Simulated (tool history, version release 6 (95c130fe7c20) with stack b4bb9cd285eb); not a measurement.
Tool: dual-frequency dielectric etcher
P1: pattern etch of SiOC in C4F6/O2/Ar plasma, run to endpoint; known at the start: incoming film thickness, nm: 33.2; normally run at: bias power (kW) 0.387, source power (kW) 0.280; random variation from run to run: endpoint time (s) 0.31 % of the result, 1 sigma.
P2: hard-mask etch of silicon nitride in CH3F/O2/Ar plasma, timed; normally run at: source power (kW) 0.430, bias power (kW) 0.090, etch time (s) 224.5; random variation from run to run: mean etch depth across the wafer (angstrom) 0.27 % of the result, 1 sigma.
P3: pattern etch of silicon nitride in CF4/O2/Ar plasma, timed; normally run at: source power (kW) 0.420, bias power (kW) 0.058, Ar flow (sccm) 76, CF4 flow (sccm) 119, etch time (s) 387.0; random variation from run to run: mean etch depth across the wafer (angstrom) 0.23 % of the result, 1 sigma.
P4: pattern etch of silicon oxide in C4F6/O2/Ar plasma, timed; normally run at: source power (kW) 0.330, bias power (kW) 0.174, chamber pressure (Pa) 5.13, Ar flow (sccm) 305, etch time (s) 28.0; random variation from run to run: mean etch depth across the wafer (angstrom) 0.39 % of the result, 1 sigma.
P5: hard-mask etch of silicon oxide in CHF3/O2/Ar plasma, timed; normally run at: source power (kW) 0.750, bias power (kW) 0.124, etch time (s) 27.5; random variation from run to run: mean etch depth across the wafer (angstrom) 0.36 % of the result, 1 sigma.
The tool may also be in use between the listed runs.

| run | hour | process that ran | bias power (kW) | source power (kW) | Ar flow (sccm) | CF4 flow (sccm) | etch time (s) | chamber pressure (Pa) | endpoint time (s) | mean etch depth across the wafer (angstrom) |
|---|---|---|---|---|---|---|---|---|---|---|
| 1 | 4.3 | P1 | 0.387 | 0.280 |  |  |  |  | 13.963 |  |
| 2 | 9.8 | P3 | 0.058 | 0.420 | 76 | 169 | 387.0 |  |  | 7576.40 |
| 3 | 15.2 | P1 | 0.466 | 0.280 |  |  |  |  | 13.065 |  |
| 4 | 18.6 | P4 | 0.174 | 0.330 | 305 |  | 28.0 | 5.13 |  | 786.06 |
| 5 | 21.8 | P3 | 0.068 | 0.420 | 76 | 119 | 387.0 |  |  | 7815.10 |
| 6 | 24.3 | P4 | 0.174 | 0.330 | 305 |  | 35.5 | 5.13 |  | 996.31 |
| 7 | 27.2 | P2 | 0.090 | 0.430 |  |  | 168.0 |  |  | 1343.30 |
| 8 | 31.0 | P4 | 0.174 | 0.400 | 305 |  | 28.0 | 5.13 |  | 843.80 |
| 9 | 35.6 | P3 | 0.058 | 0.420 | 76 | 119 | 387.0 |  |  | 7354.90 |
| 10 | 39.2 | P2 | 0.058 | 0.430 |  |  | 224.5 |  |  | 1547.20 |
| 11 | 43.2 | P5 | 0.124 | 0.510 |  |  | 27.5 |  |  | 453.71 |
| 12 | 45.8 | P1 | 0.387 | 0.280 |  |  |  |  | 13.989 |  |
| 13 | 50.8 | P3 | 0.058 | 0.420 | 76 | 119 | 387.0 |  |  | 7381.50 |
| 14 | 53.3 | P2 | 0.090 | 0.430 |  |  | 224.5 |  |  | 1791.40 |
| 15 | 58.2 | P5 | 0.165 | 0.750 |  |  | 27.5 |  |  | 577.85 |
| 16 | 62.7 | P3 | 0.058 | 0.420 | 76 | 119 | 213.0 |  |  | 4049.50 |
| 17 | 65.5 | P3 | 0.058 | 0.300 | 76 | 119 | 387.0 |  |  | 5486.10 |
| 18 | 70.7 | P5 | 0.124 | 0.750 |  |  | 36.0 |  |  | 687.82 |
| 19 | 73.7 | P1 | 0.314 | 0.280 |  |  |  |  | 15.054 |  |
| 20 | 77.3 | P1 | 0.503 | 0.210 |  |  |  |  | 14.002 |  |
| 21 | 82.3 | P1 | 0.387 | 0.280 |  |  |  |  | 13.940 |  |
| 22 | 87.4 | P1 | 0.387 | 0.280 |  |  |  |  | 13.949 |  |
| 23 | 91.3 | P5 | 0.124 | 0.750 |  |  | 27.5 |  |  | 525.68 |
| 24 | 96.5 | P1 | 0.387 | 0.360 |  |  |  |  | 12.738 |  |
| 25 | 100.3 | P4 | 0.174 | 0.330 | 396 |  | 28.0 | 5.13 |  | 765.72 |
| 26 | 105.1 | P3 | 0.058 | 0.420 | 94 | 119 | 387.0 |  |  | 7195.40 |
| 27 | 108.1 | P1 | 0.387 | 0.280 |  |  |  |  | 13.968 |  |
| 28 | 112.3 | P2 | 0.090 | 0.290 |  |  | 224.5 |  |  | 1542.90 |
| 29 | 115.6 | P1 | 0.387 | 0.280 |  |  |  |  | 13.957 |  |
| 30 | 118.5 | P1 | 0.387 | 0.170 |  |  |  |  | 16.826 |  |
| 31 | 123.6 | P5 | 0.124 | 0.750 |  |  | 27.5 |  |  | 527.03 |
| 32 | 127.3 | P4 | 0.226 | 0.330 | 305 |  | 28.0 | 5.13 |  | 856.18 |
| 33 | 130.8 | P4 | 0.174 | 0.330 | 305 |  | 28.0 | 6.93 |  | 756.52 |
| 34 | 134.4 | P4 | 0.174 | 0.330 | 305 |  | 28.0 | 5.13 |  | 785.76 |
| 35 | 138.0 | P1 | 0.387 | 0.280 |  |  |  |  | 14.003 |  |
| 36 | 140.5 | P1 | 0.387 | 0.280 |  |  |  |  | 13.920 |  |
| 37 | 143.4 | P1 | 0.387 | 0.280 |  |  |  |  | 13.888 |  |
| 38 | 148.2 | P1 | 0.387 | 0.280 |  |  |  |  | 13.765 |  |
| 39 | 151.0 | P1 | 0.387 | 0.280 |  |  |  |  | 13.757 |  |
| 40 | 155.3 | P1 | 0.387 | 0.280 |  |  |  |  | 13.686 |  |
| 41 | 159.6 | P1 | 0.387 | 0.280 |  |  |  |  | 13.694 |  |
| 42 | 162.6 | P1 | 0.387 | 0.280 |  |  |  |  | 13.756 |  |
|  | 163.1 | wet clean of the chamber |
| 43 | 166.4 | P1 | 0.387 | 0.280 |  |  |  |  | 13.743 |  |
| 44 | 171.4 | P1 | 0.387 | 0.280 |  |  |  |  | 13.721 |  |
| 45 | 176.2 | P1 | 0.387 | 0.280 |  |  |  |  | 13.671 |  |

What P1 gives has crept away from where it was. These 2 causes fit the log equally well, each at the size given:
A: bias power that arrives over what is set, % = 4.89
B: source power that arrives over what is set, % = 4.83
The creep began at about hour 138.0.
Why every other cause is out:
chamber walls in a state that raises the etch rate, %: serviced at hour 163.1, which brought nothing back

4 check runs are offered, one wafer each, their results left as question marks. Which one tells the causes apart?
| check 1 | 181.0 | P5 | 0.124 | 0.750 |  |  | 27.5 |  |  | ? |
| check 2 | 181.0 | P2 | 0.090 | 0.430 |  |  | 224.5 |  |  | ? |
| check 3 | 181.0 | P3 | 0.058 | 0.420 | 76 | 119 | 387.0 |  |  | ? |
| check 4 | 181.0 | P4 | 0.174 | 0.330 | 305 |  | 28.0 | 5.13 |  | ? |

What each check would give under each cause:
| check | result | if A | if B |
|---|---|---|---|
| check 1 | mean etch depth across the wafer (angstrom) | 534.21 | 536.33 |
| check 2 | mean etch depth across the wafer (angstrom) | 1824.00 | 1824.90 |
| check 3 | mean etch depth across the wafer (angstrom) | 7494.40 | 7671.40 |
| check 4 | mean etch depth across the wafer (angstrom) | 796.11 | 798.56 |
How far apart the two closest causes lie, in the result that separates them most: check 1 0.4 %; check 2 0.05 %; check 3 2.34 %; check 4 0.31 %
Check 3 tells the causes apart: in the others they would give nearly the same result.

Check 3 was then run and gave: mean etch depth across the wafer (angstrom) 7500.10. Which cause is it?

It is A: bias power that arrives over what is set, %.
